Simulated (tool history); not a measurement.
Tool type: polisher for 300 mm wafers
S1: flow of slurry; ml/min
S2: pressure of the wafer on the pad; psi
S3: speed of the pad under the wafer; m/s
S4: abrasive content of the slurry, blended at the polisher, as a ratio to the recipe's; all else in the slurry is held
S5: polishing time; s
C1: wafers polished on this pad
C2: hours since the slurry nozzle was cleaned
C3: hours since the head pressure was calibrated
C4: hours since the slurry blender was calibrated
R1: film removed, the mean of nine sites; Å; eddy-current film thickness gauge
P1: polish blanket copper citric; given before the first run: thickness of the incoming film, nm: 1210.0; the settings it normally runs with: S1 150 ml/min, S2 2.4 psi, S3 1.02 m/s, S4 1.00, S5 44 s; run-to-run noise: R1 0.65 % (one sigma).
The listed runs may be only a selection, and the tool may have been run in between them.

| run | hour | S1 | S2 | S3 | S4 | S5 | C1 | C2 | C3 | C4 | R1 |
|---|---|---|---|---|---|---|---|---|---|---|---|
| 1 | 12.3 | 150 | 2.4 | 1.02 | 1.00 | 44 | 911 | 298.4 | 300.4 | 153.6 | 879.28 |
| 2 | 20.8 | 150 | 1.3 | 1.02 | 1.00 | 44 | 999 | 306.9 | 308.9 | 162.1 | 489.93 |
| 3 | 31.8 | 150 | 2.4 | 1.02 | 0.55 | 44 | 1113 | 317.9 | 319.9 | 173.1 | 785.66 |
|  | 40.1 | slurry nozzle cleaned |
| 4 | 41.4 | 150 | 2.4 | 1.02 | 1.00 | 62 | 1212 | 1.3 | 329.5 | 182.7 | 1260.60 |
| 5 | 54.4 | 230 | 2.4 | 1.02 | 1.00 | 44 | 1346 | 14.3 | 342.5 | 195.7 | 941.50 |
| 6 | 67.8 | 150 | 2.4 | 1.02 | 1.45 | 44 | 1485 | 27.7 | 355.9 | 209.1 | 959.89 |
| 7 | 79.8 | 150 | 2.4 | 1.02 | 1.00 | 44 | 1609 | 39.7 | 367.9 | 221.1 | 891.19 |
| 8 | 90.2 | 150 | 3.6 | 1.02 | 1.00 | 44 | 1717 | 50.1 | 378.3 | 231.5 | 1303.20 |
| 9 | 104.9 | 150 | 2.4 | 1.02 | 1.00 | 44 | 1869 | 64.8 | 393.0 | 246.2 | 878.14 |
| 10 | 116.7 | 150 | 2.4 | 1.02 | 1.00 | 29 | 1991 | 76.6 | 404.8 | 258.0 | 579.90 |
| 11 | 130.2 | 150 | 2.4 | 0.70 | 1.00 | 44 | 2130 | 90.1 | 418.3 | 271.5 | 614.67 |
| 12 | 138.1 | 150 | 2.4 | 0.46 | 1.00 | 55 | 2212 | 98.0 | 426.2 | 279.4 | 519.41 |
| 13 | 144.9 | 150 | 2.4 | 1.02 | 1.00 | 44 | 2282 | 104.8 | 433.0 | 286.2 | 882.58 |
| 14 | 157.5 | 150 | 2.4 | 1.54 | 1.00 | 44 | 2412 | 117.4 | 445.6 | 298.8 | 1321.10 |
| 15 | 166.3 | 150 | 2.4 | 1.02 | 1.00 | 44 | 2504 | 126.2 | 454.4 | 307.6 | 886.91 |
| 16 | 179.0 | 95 | 2.4 | 1.02 | 1.00 | 44 | 2635 | 138.9 | 467.1 | 320.3 | 795.99 |
| 17 | 191.4 | 150 | 2.4 | 1.02 | 1.00 | 44 | 2763 | 151.3 | 479.5 | 332.7 | 885.40 |
| 18 | 201.0 | 150 | 2.4 | 1.40 | 1.00 | 24 | 2862 | 160.9 | 489.1 | 342.3 | 656.14 |
| 19 | 209.6 | 150 | 2.4 | 1.02 | 1.00 | 44 | 2951 | 169.5 | 497.7 | 350.9 | 873.61 |
| 20 | 218.1 | 150 | 2.4 | 1.02 | 1.00 | 44 | 3039 | 178.0 | 506.2 | 359.4 | 882.69 |
| 21 | 227.4 | 150 | 2.4 | 1.02 | 1.00 | 44 | 3135 | 187.3 | 515.5 | 368.7 | 869.01 |
| 22 | 236.3 | 150 | 2.4 | 1.02 | 1.00 | 44 | 3227 | 196.2 | 524.4 | 377.6 | 843.24 |
| 23 | 245.3 | 150 | 2.4 | 1.02 | 1.00 | 44 | 3320 | 205.2 | 533.4 | 386.6 | 838.29 |
| 24 | 256.1 | 150 | 2.4 | 1.02 | 1.00 | 44 | 3432 | 216.0 | 544.2 | 397.4 | 819.76 |
|  | 260.7 | head pressure recalibrated |
| 25 | 270.5 | 150 | 2.4 | 1.02 | 1.00 | 44 | 3581 | 230.4 | 9.8 | 411.8 | 811.35 |
| 26 | 280.1 | 150 | 2.4 | 1.02 | 1.00 | 44 | 3680 | 240.0 | 19.4 | 421.4 | 810.09 |
| 27 | 289.1 | 150 | 2.4 | 1.02 | 1.00 | 44 | 3773 | 249.0 | 28.4 | 430.4 | 804.36 |
|  | 293.0 | slurry blender recalibrated |
| 28 | 301.7 | 150 | 2.4 | 1.02 | 1.00 | 44 | 3904 | 261.6 | 41.0 | 8.8 | 802.75 |
| 29 | 312.6 | 150 | 2.4 | 1.02 | 1.00 | 44 | 4016 | 272.5 | 51.9 | 19.7 | 802.56 |
| 30 | 319.9 | 150 | 2.4 | 1.02 | 1.00 | 44 | 4092 | 279.8 | 59.2 | 27.0 | 803.78 |
| 31 | 327.4 | 150 | 2.4 | 1.02 | 1.00 | 44 | 4170 | 287.3 | 66.7 | 34.5 | 799.49 |

P1 has crept away from where it was. The log is fitted equally well by each of these 2 causes, at the sizes shown:
A: removal rate lost through wear of the pad, % = 8.85
B: slurry flow missing at the pad, % = 35.6
Creep in the process output first set in at about hour 218.1.
The rest of the possible causes, and what rules out each one:
head's pressure below its setpoint, %: work on it at hour 260.7, done after the drift set in, did not restore what the process gave before
abrasive missing from the slurry, %: work on it at hour 293.0, done after the drift set in, did not restore what the process gave before

Which of the 4 check runs listed below, each an average over 3 wafers with its results shown as question marks, gives clearly different results under the different listed causes?
| check 1 | 334.9 | 150 | 1.9 | 1.02 | 1.00 | 44 |  |  |  |  | ? |
| check 2 | 334.9 | 220 | 2.4 | 1.36 | 1.00 | 44 |  |  |  |  | ? |
| check 3 | 334.9 | 150 | 2.4 | 1.02 | 1.45 | 30 |  |  |  |  | ? |
| check 4 | 334.9 | 150 | 1.3 | 1.50 | 1.00 | 44 |  |  |  |  | ? |

Expected result of each check under each candidate cause:
| check | result | if A | if B |
|---|---|---|---|
| check 1 | R1 | 643.56 | 643.47 |
| check 2 | R1 | 1128.40 | 1159.70 |
| check 3 | R1 | 596.64 | 596.55 |
| check 4 | R1 | 647.40 | 647.30 |
Gap, in per cent, between the two causes that each check separates least, read from the result that separates them most: check 1 0.01 %; check 2 2.74 %; check 3 0.01 %; check 4 0.01 %
Check 2 distinguishes between the causes, while the remaining checks would return nearly the same result for all of them.

The results of check 2 are: R1 1127.90 Å. Based on these, which of the listed causes is it?

The cause is A: removal rate lost through wear of the pad, %.
